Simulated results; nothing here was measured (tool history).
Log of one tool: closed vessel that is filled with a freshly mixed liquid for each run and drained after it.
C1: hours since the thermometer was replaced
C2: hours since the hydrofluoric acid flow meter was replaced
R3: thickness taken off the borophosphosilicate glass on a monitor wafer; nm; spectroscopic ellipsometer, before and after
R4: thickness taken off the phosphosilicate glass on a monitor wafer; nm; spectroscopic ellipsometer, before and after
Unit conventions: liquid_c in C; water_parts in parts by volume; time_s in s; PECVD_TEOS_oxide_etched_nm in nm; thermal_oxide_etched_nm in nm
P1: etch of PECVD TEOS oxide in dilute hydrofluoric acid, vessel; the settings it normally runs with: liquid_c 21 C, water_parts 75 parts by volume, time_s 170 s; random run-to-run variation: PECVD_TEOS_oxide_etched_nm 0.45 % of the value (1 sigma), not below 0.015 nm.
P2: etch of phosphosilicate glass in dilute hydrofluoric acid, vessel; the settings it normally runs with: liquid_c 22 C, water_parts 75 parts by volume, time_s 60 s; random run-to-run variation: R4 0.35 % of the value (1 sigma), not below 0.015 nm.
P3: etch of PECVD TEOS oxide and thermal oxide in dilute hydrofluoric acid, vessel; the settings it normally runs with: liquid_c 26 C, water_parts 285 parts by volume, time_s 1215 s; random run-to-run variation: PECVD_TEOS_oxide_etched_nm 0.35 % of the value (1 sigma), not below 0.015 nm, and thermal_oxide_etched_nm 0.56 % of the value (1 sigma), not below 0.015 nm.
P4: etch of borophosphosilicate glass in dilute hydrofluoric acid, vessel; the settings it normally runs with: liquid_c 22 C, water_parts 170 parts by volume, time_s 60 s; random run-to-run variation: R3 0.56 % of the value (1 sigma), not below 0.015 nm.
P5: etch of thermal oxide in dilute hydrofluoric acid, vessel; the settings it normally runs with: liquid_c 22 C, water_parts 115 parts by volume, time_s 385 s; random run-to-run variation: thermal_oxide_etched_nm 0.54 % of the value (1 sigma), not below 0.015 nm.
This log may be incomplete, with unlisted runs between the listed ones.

run 1 hour=8.7 | process=P1 liquid_c=21 water_parts=75 time_s=170 | C1=701.4 C2=915.2 | PECVD_TEOS_oxide_etched_nm=36.121
run 2 hour=15.8 | process=P1 liquid_c=21 water_parts=75 time_s=35 | C1=708.5 C2=922.3 | PECVD_TEOS_oxide_etched_nm=7.3872
run 3 hour=22.6 | process=P1 liquid_c=25 water_parts=75 time_s=95 | C1=715.3 C2=929.1 | PECVD_TEOS_oxide_etched_nm=24.01
run 4 hour=30.1 | process=P1 liquid_c=21 water_parts=125 time_s=170 | C1=722.8 C2=936.6 | PECVD_TEOS_oxide_etched_nm=20.699
run 5 hour=39 | process=P1 liquid_c=28 water_parts=75 time_s=170 | C1=731.7 C2=945.5 | PECVD_TEOS_oxide_etched_nm=47.899
run 6 hour=47.2 | process=P1 liquid_c=21 water_parts=75 time_s=335 | C1=739.9 C2=953.7 | PECVD_TEOS_oxide_etched_nm=72.04
run 7 hour=54.2 | process=P1 liquid_c=21 water_parts=75 time_s=170 | C1=746.9 C2=960.7 | PECVD_TEOS_oxide_etched_nm=36.182
run 8 hour=61.8 | process=P1 liquid_c=21 water_parts=75 time_s=170 | C1=754.5 C2=968.3 | PECVD_TEOS_oxide_etched_nm=36.117
run 9 hour=67.8 | process=P5 liquid_c=27 water_parts=115 time_s=385 | C1=760.5 C2=974.3 | thermal_oxide_etched_nm=17.643
run 10 hour=73 | process=P5 liquid_c=22 water_parts=60 time_s=385 | C1=765.7 C2=979.5 | thermal_oxide_etched_nm=29.618
run 11 hour=78 | process=P5 liquid_c=22 water_parts=115 time_s=740 | C1=770.7 C2=984.5 | thermal_oxide_etched_nm=27.745
run 12 hour=82.7 | process=P1 liquid_c=21 water_parts=40 time_s=170 | C1=775.4 C2=989.2 | PECVD_TEOS_oxide_etched_nm=70.591
run 13 hour=86.9 | process=P4 liquid_c=17 water_parts=170 time_s=60 | C1=779.6 C2=993.4 | R3=20.699
run 14 hour=91.7 | process=P2 liquid_c=22 water_parts=75 time_s=30 | C1=784.4 C2=998.2 | R4=52.635
run 15 hour=96.6 | process=P1 liquid_c=21 water_parts=75 time_s=170 | C1=789.3 C2=1003.1 | PECVD_TEOS_oxide_etched_nm=35.847
run 16 hour=104.3 | process=P4 liquid_c=22 water_parts=55 time_s=60 | C1=797 C2=1010.8 | R3=88.787
run 17 hour=112.9 | process=P4 liquid_c=22 water_parts=170 time_s=60 | C1=805.6 C2=1019.4 | R3=25.392
run 18 hour=121.3 | process=P4 liquid_c=22 water_parts=170 time_s=60 | C1=814 C2=1027.8 | R3=25.14
run 19 hour=126.7 | process=P3 liquid_c=31 water_parts=285 time_s=1215 | C1=819.4 C2=1033.2 | PECVD_TEOS_oxide_etched_nm=48.019 thermal_oxide_etched_nm=21.44
run 20 hour=133.3 | process=P2 liquid_c=22 water_parts=75 time_s=60 | C1=826 C2=1039.8 | R4=104.86
run 21 hour=139.5 | process=P2 liquid_c=22 water_parts=120 time_s=60 | C1=832.2 C2=1046 | R4=62.384
run 22 hour=144.4 | process=P2 liquid_c=26 water_parts=75 time_s=60 | C1=837.1 C2=1050.9 | R4=124.14
run 23 hour=150.8 | process=P1 liquid_c=21 water_parts=75 time_s=170 | C1=843.5 C2=1057.3 | PECVD_TEOS_oxide_etched_nm=36.104
run 24 hour=155.9 | process=P2 liquid_c=22 water_parts=75 time_s=60 | C1=848.6 C2=1062.4 | R4=105.19
run 25 hour=160.4 | process=P5 liquid_c=22 water_parts=115 time_s=385 | C1=853.1 C2=1066.9 | thermal_oxide_etched_nm=14.645
run 26 hour=166.1 | process=P3 liquid_c=26 water_parts=480 time_s=1215 | C1=858.8 C2=1072.6 | PECVD_TEOS_oxide_etched_nm=19.862 thermal_oxide_etched_nm=8.9589
run 27 hour=173.1 | process=P3 liquid_c=26 water_parts=285 time_s=525 | C1=865.8 C2=1079.6 | PECVD_TEOS_oxide_etched_nm=17.484 thermal_oxide_etched_nm=7.8186
run 28 hour=177.1 | process=P4 liquid_c=22 water_parts=170 time_s=30 | C1=869.8 C2=1083.6 | R3=12.763
run 29 hour=184 | process=P1 liquid_c=17.5 water_parts=75 time_s=170 | C1=876.7 C2=1090.5 | PECVD_TEOS_oxide_etched_nm=31.305
run 30 hour=188.7 | process=P3 liquid_c=26 water_parts=285 time_s=1215 | C1=881.4 C2=1095.2 | PECVD_TEOS_oxide_etched_nm=40.213 thermal_oxide_etched_nm=18.026
run 31 hour=195.1 | process=P1 liquid_c=21 water_parts=75 time_s=170 | C1=887.8 C2=1101.6 | PECVD_TEOS_oxide_etched_nm=36.346
run 32 hour=202.2 | process=P1 liquid_c=21 water_parts=75 time_s=170 | C1=894.9 C2=1108.7 | PECVD_TEOS_oxide_etched_nm=37.911
run 33 hour=208.8 | process=P1 liquid_c=21 water_parts=75 time_s=170 | C1=901.5 C2=1115.3 | PECVD_TEOS_oxide_etched_nm=38.321
run 34 hour=215.9 | process=P1 liquid_c=21 water_parts=75 time_s=170 | C1=908.6 C2=1122.4 | PECVD_TEOS_oxide_etched_nm=38.515
run 35 hour=221.8 | process=P1 liquid_c=21 water_parts=75 time_s=170 | C1=914.5 C2=1128.3 | PECVD_TEOS_oxide_etched_nm=39.139
run 36 hour=229.7 | process=P1 liquid_c=21 water_parts=75 time_s=170 | C1=922.4 C2=1136.2 | PECVD_TEOS_oxide_etched_nm=39.762
run 37 hour=235 | process=P1 liquid_c=21 water_parts=75 time_s=170 | C1=927.7 C2=1141.5 | PECVD_TEOS_oxide_etched_nm=39.434

Compared with where it was, what P1 gives has crept away. Each cause listed below fits the log as well as the rest, at the size given for it:
A: hydrofluoric acid flow above the setpoint (%) = 7.61
B: liquid hotter than its thermometer reads (K) = 1.95
The onset of the drift is placed at about hour 195.1.

Which of the 4 check runs listed below separates the causes, so that each cause would produce a clearly different result? Each run uses one wafer, and its results are marked with question marks.
run check 1 hour=240.3 | process=P4 liquid_c=17 water_parts=65 time_s=60 | R3=?
run check 2 hour=240.3 | process=P5 liquid_c=22 water_parts=70 time_s=385 | thermal_oxide_etched_nm=?
run check 3 hour=240.3 | process=P3 liquid_c=26 water_parts=425 time_s=1215 | PECVD_TEOS_oxide_etched_nm=? thermal_oxide_etched_nm=?
run check 4 hour=240.3 | process=P2 liquid_c=22 water_parts=100 time_s=30 | R4=?

How each check would come out, cause by cause:
check=check_1 result=R3 if_A=65.371 if_B=65.691
check=check_2 result=thermal_oxide_etched_nm if_A=27.181 if_B=27.188
check=check_3 result=PECVD_TEOS_oxide_etched_nm if_A=26.17 if_B=25.133
check=check_3 result=thermal_oxide_etched_nm if_A=11.688 if_B=11.225
check=check_4 result=R4 if_A=41.571 if_B=41.419
Per check, the gap between the least separated pair of causes, taken in the result that splits them most: check 1 0.49 %; check 2 0.03 %; check 3 4.04 %; check 4 0.37 %
The causes can be told apart only by check 3. The other checks would give nearly the same results under each of them.

Check 3 has now been run. It gave: PECVD_TEOS_oxide_etched_nm 25.116 nm; thermal_oxide_etched_nm 11.292 nm. Which of the candidate causes is it?

The correct cause is B, namely: liquid hotter than its thermometer reads (K).
